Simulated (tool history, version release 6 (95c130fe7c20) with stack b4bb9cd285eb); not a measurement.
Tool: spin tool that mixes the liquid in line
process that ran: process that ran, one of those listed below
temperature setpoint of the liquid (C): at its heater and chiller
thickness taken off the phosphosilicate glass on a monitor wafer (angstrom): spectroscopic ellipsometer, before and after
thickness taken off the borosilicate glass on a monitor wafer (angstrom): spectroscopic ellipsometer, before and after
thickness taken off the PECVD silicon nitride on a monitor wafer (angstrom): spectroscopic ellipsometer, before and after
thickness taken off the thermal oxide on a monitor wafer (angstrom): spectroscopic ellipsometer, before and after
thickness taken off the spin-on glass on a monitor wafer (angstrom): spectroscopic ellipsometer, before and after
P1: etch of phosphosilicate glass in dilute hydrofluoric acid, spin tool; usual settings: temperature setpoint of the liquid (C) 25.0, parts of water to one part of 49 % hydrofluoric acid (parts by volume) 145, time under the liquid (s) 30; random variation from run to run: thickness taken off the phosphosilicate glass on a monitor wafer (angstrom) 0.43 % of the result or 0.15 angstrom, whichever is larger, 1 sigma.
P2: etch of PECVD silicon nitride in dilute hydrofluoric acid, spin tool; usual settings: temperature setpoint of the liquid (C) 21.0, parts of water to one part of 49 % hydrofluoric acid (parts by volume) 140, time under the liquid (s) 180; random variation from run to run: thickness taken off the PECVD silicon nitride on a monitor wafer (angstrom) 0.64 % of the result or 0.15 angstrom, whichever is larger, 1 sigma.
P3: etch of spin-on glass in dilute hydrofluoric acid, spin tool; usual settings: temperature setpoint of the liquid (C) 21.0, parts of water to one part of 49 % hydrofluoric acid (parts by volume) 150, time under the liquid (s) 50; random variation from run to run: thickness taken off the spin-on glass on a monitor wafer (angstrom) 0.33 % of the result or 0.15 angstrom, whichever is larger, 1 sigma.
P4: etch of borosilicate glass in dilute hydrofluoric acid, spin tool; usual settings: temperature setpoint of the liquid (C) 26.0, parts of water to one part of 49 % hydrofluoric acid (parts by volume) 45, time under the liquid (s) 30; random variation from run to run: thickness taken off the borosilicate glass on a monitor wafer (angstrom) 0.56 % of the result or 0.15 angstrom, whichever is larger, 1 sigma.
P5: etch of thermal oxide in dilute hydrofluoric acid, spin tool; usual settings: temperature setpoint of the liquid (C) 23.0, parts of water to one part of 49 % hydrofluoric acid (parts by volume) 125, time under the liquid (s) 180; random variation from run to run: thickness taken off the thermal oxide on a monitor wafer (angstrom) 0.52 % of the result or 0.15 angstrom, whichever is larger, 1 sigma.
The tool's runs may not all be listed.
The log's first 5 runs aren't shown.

| run | hour | process that ran | temperature setpoint of the liquid (C) | parts of water to one part of 49 % hydrofluoric acid (parts by volume) | time under the liquid (s) | hours since the thermometer was replaced | hours since the hydrofluoric acid flow meter was replaced | thickness taken off the phosphosilicate glass on a monitor wafer (angstrom) | thickness taken off the borosilicate glass on a monitor wafer (angstrom) | thickness taken off the PECVD silicon nitride on a monitor wafer (angstrom) | thickness taken off the thermal oxide on a monitor wafer (angstrom) | thickness taken off the spin-on glass on a monitor wafer (angstrom) |
|---|---|---|---|---|---|---|---|---|---|---|---|---|
| 6 | 36.7 | P1 | 25.0 | 145 | 30 | 370.3 | 1102.4 | 120.560 |  |  |  |  |
| 7 | 42.0 | P5 | 23.0 | 125 | 65 | 375.6 | 1107.7 |  |  |  | 24.154 |  |
| 8 | 46.9 | P1 | 25.0 | 145 | 30 | 380.5 | 1112.6 | 120.730 |  |  |  |  |
| 9 | 53.6 | P3 | 27.5 | 150 | 50 | 387.2 | 1119.3 |  |  |  |  | 252.05 |
| 10 | 60.0 | P1 | 25.0 | 235 | 30 | 393.6 | 1125.7 | 67.319 |  |  |  |  |
| 11 | 64.9 | P3 | 21.0 | 150 | 30 | 398.5 | 1130.6 |  |  |  |  | 117.05 |
| 12 | 73.0 | P1 | 25.0 | 145 | 30 | 406.6 | 1138.7 | 120.500 |  |  |  |  |
| 13 | 78.9 | P3 | 21.0 | 90 | 50 | 412.5 | 1144.6 |  |  |  |  | 348.13 |
| 14 | 86.3 | P1 | 25.0 | 145 | 30 | 419.9 | 1152.0 | 120.310 |  |  |  |  |
| 15 | 93.7 | P2 | 21.0 | 140 | 310 | 427.3 | 1159.4 |  |  | 59.524 |  |  |
| 16 | 100.6 | P1 | 33.0 | 225 | 30 | 434.2 | 1166.3 | 92.988 |  |  |  |  |
|  | 106.9 | thermometer replaced |
| 17 | 108.3 | P4 | 26.0 | 45 | 30 | 1.5 | 1174.0 |  | 317.98 |  |  |  |
| 18 | 114.4 | P1 | 25.0 | 145 | 50 | 7.6 | 1180.1 | 201.140 |  |  |  |  |
| 19 | 122.5 | P2 | 21.0 | 140 | 180 | 15.7 | 1188.2 |  |  | 34.065 |  |  |
| 20 | 126.7 | P4 | 26.0 | 20 | 30 | 19.9 | 1192.4 |  | 734.12 |  |  |  |
| 21 | 133.2 | P5 | 23.0 | 170 | 180 | 26.4 | 1198.9 |  |  |  | 47.147 |  |
| 22 | 137.1 | P1 | 31.5 | 145 | 30 | 30.3 | 1202.8 | 153.120 |  |  |  |  |
| 23 | 141.2 | P1 | 19.5 | 145 | 30 | 34.4 | 1206.9 | 97.261 |  |  |  |  |
| 24 | 148.2 | P5 | 23.0 | 125 | 180 | 41.4 | 1213.9 |  |  |  | 67.175 |  |
| 25 | 155.4 | P2 | 17.0 | 140 | 180 | 48.6 | 1221.1 |  |  | 25.793 |  |  |
| 26 | 161.6 | P4 | 26.0 | 45 | 45 | 54.8 | 1227.3 |  | 472.03 |  |  |  |

The next listed run, before its measurement:
| 27 | 168.0 | P5 | 31.5 | 125 | 180 | 61.2 | 1233.7 |  |  |  | ? |  |

{"run 27": {"thickness taken off the thermal oxide on a monitor wafer (angstrom)": 92.018}}

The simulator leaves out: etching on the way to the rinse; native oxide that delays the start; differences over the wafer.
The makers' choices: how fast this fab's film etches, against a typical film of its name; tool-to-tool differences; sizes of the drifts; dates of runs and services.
